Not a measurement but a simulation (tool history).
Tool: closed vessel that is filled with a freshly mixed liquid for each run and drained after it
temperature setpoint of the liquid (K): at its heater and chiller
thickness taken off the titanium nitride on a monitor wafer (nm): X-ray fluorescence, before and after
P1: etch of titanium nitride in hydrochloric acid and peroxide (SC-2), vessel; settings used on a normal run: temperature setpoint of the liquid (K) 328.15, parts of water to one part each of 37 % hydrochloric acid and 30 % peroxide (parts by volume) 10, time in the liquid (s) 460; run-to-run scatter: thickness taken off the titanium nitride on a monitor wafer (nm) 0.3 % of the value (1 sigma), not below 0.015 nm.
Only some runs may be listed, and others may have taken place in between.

run    day  temperature setpoint of the liquid (K)  parts of water to one part each of 37 % hydrochloric acid and 30 % peroxide (parts by volume)  time in the liquid (s)  thickness taken off the titanium nitride on a monitor wafer (nm)
  1  0.279                                  328.15                                                                                             10                     460                                                            9.8667
  2  0.683                                  328.15                                                                                             10                     460                                                            9.8177
  3  1.162                                  328.15                                                                                             10                     900                                                            19.288
     1.312  -- chemicals flow meter replaced
  4  1.638                                  336.15                                                                                           15.5                     460                                                            11.257
  5  2.108                                  328.15                                                                                             10                      30                                                           0.64805
  6  2.396                                  339.65                                                                                             10                     460                                                            20.179
  7    2.7                                  328.15                                                                                             10                     460                                                            9.8744
  8  3.146                                  328.15                                                                                             18                     460                                                            5.8867
  9  3.617                                  328.15                                                                                             10                     460                                                            9.8504
 10  4.004                                  328.15                                                                                            5.5                     885                                                            30.294
 11  4.242                                  328.15                                                                                             10                     460                                                            9.8461
 12  4.567                                  328.15                                                                                              4                     460                                                            19.795
 13  5.054                                  315.15                                                                                             10                     460                                                            4.1263
 14  5.446                                  328.15                                                                                             10                     460                                                            9.8931
 15  5.708                                  328.15                                                                                             10                     460                                                            10.219
 16  6.029                                  328.15                                                                                             10                     460                                                             10.39
 17  6.333                                  328.15                                                                                             10                     460                                                            10.609
 18  6.758                                  328.15                                                                                             10                     460                                                            10.603
 19  7.029                                  328.15                                                                                             10                     460                                                            10.703

What does the tool deliver on the next run?
 20  7.375                                  328.15                                                                                             10                     460                                                                 ?

Run 20 measured thickness taken off the titanium nitride on a monitor wafer (nm) 10.701.
